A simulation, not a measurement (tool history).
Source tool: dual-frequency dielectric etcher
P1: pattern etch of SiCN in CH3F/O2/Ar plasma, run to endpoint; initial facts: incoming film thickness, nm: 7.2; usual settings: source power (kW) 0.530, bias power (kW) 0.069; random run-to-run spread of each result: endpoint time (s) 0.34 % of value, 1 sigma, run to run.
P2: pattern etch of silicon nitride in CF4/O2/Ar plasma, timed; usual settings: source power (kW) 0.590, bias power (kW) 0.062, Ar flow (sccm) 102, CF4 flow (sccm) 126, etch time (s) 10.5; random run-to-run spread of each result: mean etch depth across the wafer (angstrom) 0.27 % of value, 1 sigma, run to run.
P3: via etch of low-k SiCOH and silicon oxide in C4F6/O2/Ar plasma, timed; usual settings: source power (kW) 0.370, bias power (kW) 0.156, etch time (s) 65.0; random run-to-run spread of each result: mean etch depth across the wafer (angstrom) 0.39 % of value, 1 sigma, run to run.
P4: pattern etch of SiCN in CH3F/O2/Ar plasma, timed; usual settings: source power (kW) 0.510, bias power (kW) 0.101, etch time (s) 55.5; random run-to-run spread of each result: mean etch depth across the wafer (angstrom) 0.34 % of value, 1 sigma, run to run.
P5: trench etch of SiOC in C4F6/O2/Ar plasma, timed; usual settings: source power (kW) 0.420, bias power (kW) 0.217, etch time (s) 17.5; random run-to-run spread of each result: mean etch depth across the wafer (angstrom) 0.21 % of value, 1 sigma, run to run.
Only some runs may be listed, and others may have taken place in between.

run	day	process that ran	source power (kW)	bias power (kW)	etch time (s)	Ar flow (sccm)	CF4 flow (sccm)	hours since the last wet clean	hours since the last source power generator calibration	hours since the last bias power generator calibration	endpoint time (s)	mean etch depth across the wafer (angstrom)
1	0.283	P1	0.530	0.069				407.3	1856.8	1088.3	17.693	
2	0.538	P4	0.510	0.101	39.5			413.4	1862.9	1094.4		184.71
3	0.842	P2	0.590	0.062	10.5	102	126	420.7	1870.2	1101.7		248.13
4	1.071	P3	0.230	0.156	65.0			426.2	1875.7	1107.2		1253.30
5	1.325	P5	0.420	0.217	17.5			432.3	1881.8	1113.3		386.06
6	1.517	P4	0.630	0.101	55.5			436.9	1886.4	1117.9		280.97
7	1.662	P4	0.510	0.101	55.5			440.4	1889.9	1121.4		260.39
8	1.800	P1	0.400	0.092				443.7	1893.2	1124.7	17.649	
9	1.979	P1	0.430	0.055				448.0	1897.5	1129.0	20.599	
10	2.154	P1	0.530	0.069				452.2	1901.7	1133.2	17.651	
11	2.454	P2	0.590	0.062	10.5	102	76	459.4	1908.9	1140.4		235.07
12	2.629	P3	0.370	0.116	65.0			463.6	1913.1	1144.6		1383.10
13	2.775	P2	0.590	0.062	10.5	135	126	467.1	1916.6	1148.1		241.66
14	3.054	P1	0.380	0.069				473.8	1923.3	1154.8	20.055	
15	3.262	P1	0.530	0.055				478.8	1928.3	1159.8	18.927	
16	3.508	P3	0.370	0.156	90.0			484.7	1934.2	1165.7		2089.60
17	3.671	P5	0.320	0.217	17.5			488.6	1938.1	1169.6		348.24
18	3.900	P2	0.590	0.062	10.5	102	126	494.1	1943.6	1175.1		250.28
19	4.067	P5	0.420	0.156	17.5			498.1	1947.6	1179.1		346.95
# day 4.167: source power generator calibrated
20	4.225	P1	0.530	0.089				501.9	1.5	1182.9	16.163	
21	4.521	P3	0.370	0.156	65.0			509.0	8.6	1190.0		1516.90
22	4.812	P4	0.510	0.101	55.5			516.0	15.6	1197.0		260.37
23	5.033	P2	0.590	0.081	10.5	102	126	521.3	20.9	1202.3		277.91

Run 24 is up next; what results do you expect?
24	5.175	P1	0.530	0.069				524.7	24.3	1205.7	?	

{"run 24": {"endpoint time (s)": 17.611}}

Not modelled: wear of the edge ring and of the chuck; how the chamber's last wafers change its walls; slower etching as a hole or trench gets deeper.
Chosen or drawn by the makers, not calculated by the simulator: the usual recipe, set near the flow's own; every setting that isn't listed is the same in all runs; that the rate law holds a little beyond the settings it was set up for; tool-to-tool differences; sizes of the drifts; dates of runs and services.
